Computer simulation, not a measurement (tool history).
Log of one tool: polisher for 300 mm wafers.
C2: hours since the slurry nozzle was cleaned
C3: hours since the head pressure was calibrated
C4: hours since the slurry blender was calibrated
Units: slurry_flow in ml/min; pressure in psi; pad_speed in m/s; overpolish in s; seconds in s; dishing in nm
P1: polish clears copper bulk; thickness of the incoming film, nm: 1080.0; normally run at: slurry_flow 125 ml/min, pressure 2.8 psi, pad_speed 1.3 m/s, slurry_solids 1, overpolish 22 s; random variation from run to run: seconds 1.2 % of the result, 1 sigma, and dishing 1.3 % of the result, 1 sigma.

run 1 hour=8.1 | slurry_flow=125 pressure=2.8 pad_speed=1.3 slurry_solids=1 overpolish=22 | wafers_polished_on_this_pad=641 C2=572.2 C3=114.6 C4=80.8 | seconds=87.708 dishing=106.53
run 2 hour=12.5 | slurry_flow=125 pressure=2.8 pad_speed=1.3 slurry_solids=1 overpolish=22 | wafers_polished_on_this_pad=669 C2=576.6 C3=119 C4=85.2 | seconds=88.653 dishing=106.93
run 3 hour=17.1 | slurry_flow=125 pressure=2.8 pad_speed=1.3 slurry_solids=1 overpolish=22 | wafers_polished_on_this_pad=699 C2=581.2 C3=123.6 C4=89.8 | seconds=89.362 dishing=107.92
run 4 hour=20.6 | slurry_flow=125 pressure=2.8 pad_speed=1.3 slurry_solids=1 overpolish=12 | wafers_polished_on_this_pad=721 C2=584.7 C3=127.1 C4=93.3 | seconds=88.113 dishing=78.49
-- hour=22.4 head pressure recalibrated
-- hour=24.2 slurry blender recalibrated
run 5 hour=26 | slurry_flow=160 pressure=2.8 pad_speed=1.3 slurry_solids=1 overpolish=22 | wafers_polished_on_this_pad=756 C2=590.1 C3=3.7 C4=1.9 | seconds=84.543 dishing=108.99
run 6 hour=30.4 | slurry_flow=75 pressure=2.8 pad_speed=1.78 slurry_solids=1 overpolish=22 | wafers_polished_on_this_pad=784 C2=594.5 C3=8.1 C4=6.3 | seconds=74.335 dishing=115.06
run 7 hour=36.5 | slurry_flow=125 pressure=1.7 pad_speed=1.3 slurry_solids=1 overpolish=22 | wafers_polished_on_this_pad=823 C2=600.6 C3=14.2 C4=12.4 | seconds=143.58 dishing=75.569
run 8 hour=42.6 | slurry_flow=125 pressure=2.8 pad_speed=1.3 slurry_solids=1.45 overpolish=22 | wafers_polished_on_this_pad=862 C2=606.7 C3=20.3 C4=18.5 | seconds=79.478 dishing=112.42
-- hour=46.7 slurry nozzle cleaned
run 9 hour=50.6 | slurry_flow=125 pressure=2.8 pad_speed=1.94 slurry_solids=1 overpolish=22 | wafers_polished_on_this_pad=913 C2=4 C3=28.3 C4=26.5 | seconds=59.888 dishing=121.58
-- hour=51.7 worn pad replaced by a new one
run 10 hour=57.6 | slurry_flow=75 pressure=2.8 pad_speed=1.3 slurry_solids=1 overpolish=22 | wafers_polished_on_this_pad=37 C2=11 C3=35.3 C4=33.5 | seconds=101.42 dishing=102.22
run 11 hour=65.4 | slurry_flow=125 pressure=2.8 pad_speed=1.3 slurry_solids=0.6 overpolish=22 | wafers_polished_on_this_pad=87 C2=18.8 C3=43.1 C4=41.3 | seconds=97.627 dishing=102.75
run 12 hour=71.7 | slurry_flow=125 pressure=2.8 pad_speed=1.3 slurry_solids=1 overpolish=22 | wafers_polished_on_this_pad=127 C2=25.1 C3=49.4 C4=47.6 | seconds=88.2 dishing=105.29
run 13 hour=78.1 | slurry_flow=125 pressure=2.8 pad_speed=0.96 slurry_solids=1 overpolish=22 | wafers_polished_on_this_pad=168 C2=31.5 C3=55.8 C4=54 | seconds=118.85 dishing=92.699
run 14 hour=84.8 | slurry_flow=125 pressure=4.1 pad_speed=1.3 slurry_solids=1 overpolish=22 | wafers_polished_on_this_pad=211 C2=38.2 C3=62.5 C4=60.7 | seconds=60.417 dishing=128.84
run 15 hour=92.7 | slurry_flow=125 pressure=2.8 pad_speed=1.3 slurry_solids=1 overpolish=22 | wafers_polished_on_this_pad=262 C2=46.1 C3=70.4 C4=68.6 | seconds=89.705 dishing=108.08
run 16 hour=100.4 | slurry_flow=125 pressure=2.8 pad_speed=1.3 slurry_solids=1 overpolish=32 | wafers_polished_on_this_pad=311 C2=53.8 C3=78.1 C4=76.3 | seconds=88.653 dishing=121.94
run 17 hour=106.2 | slurry_flow=125 pressure=2.8 pad_speed=1.3 slurry_solids=1 overpolish=22 | wafers_polished_on_this_pad=348 C2=59.6 C3=83.9 C4=82.1 | seconds=89.115 dishing=106.85
run 18 hour=109.7 | slurry_flow=125 pressure=2.8 pad_speed=1.3 slurry_solids=1 overpolish=22 | wafers_polished_on_this_pad=370 C2=63.1 C3=87.4 C4=85.6 | seconds=88.324 dishing=108.23
run 19 hour=117.7 | slurry_flow=125 pressure=2.8 pad_speed=1.3 slurry_solids=1 overpolish=22 | wafers_polished_on_this_pad=421 C2=71.1 C3=95.4 C4=93.6 | seconds=91.985 dishing=105.28
run 20 hour=121.6 | slurry_flow=125 pressure=2.8 pad_speed=1.3 slurry_solids=1 overpolish=22 | wafers_polished_on_this_pad=446 C2=75 C3=99.3 C4=97.5 | seconds=91.796 dishing=104.56
run 21 hour=129.4 | slurry_flow=125 pressure=2.8 pad_speed=1.3 slurry_solids=1 overpolish=22 | wafers_polished_on_this_pad=496 C2=82.8 C3=107.1 C4=105.3 | seconds=92.139 dishing=106.71
-- hour=136.1 worn pad replaced by a new one
run 22 hour=136.3 | slurry_flow=125 pressure=2.8 pad_speed=1.3 slurry_solids=1 overpolish=22 | wafers_polished_on_this_pad=1 C2=89.7 C3=114 C4=112.2 | seconds=95.59 dishing=103.5
run 23 hour=141.7 | slurry_flow=125 pressure=2.8 pad_speed=1.3 slurry_solids=1 overpolish=22 | wafers_polished_on_this_pad=36 C2=95.1 C3=119.4 C4=117.6 | seconds=95.284 dishing=106.84

Forecast run 24:
run 24 hour=147.1 | slurry_flow=125 pressure=2.8 pad_speed=1.3 slurry_solids=1 overpolish=22 | wafers_polished_on_this_pad=70 C2=100.5 C3=124.8 C4=123 | seconds=? dishing=?

{"run 24": {"seconds": 94.943, "dishing": 102.62}}
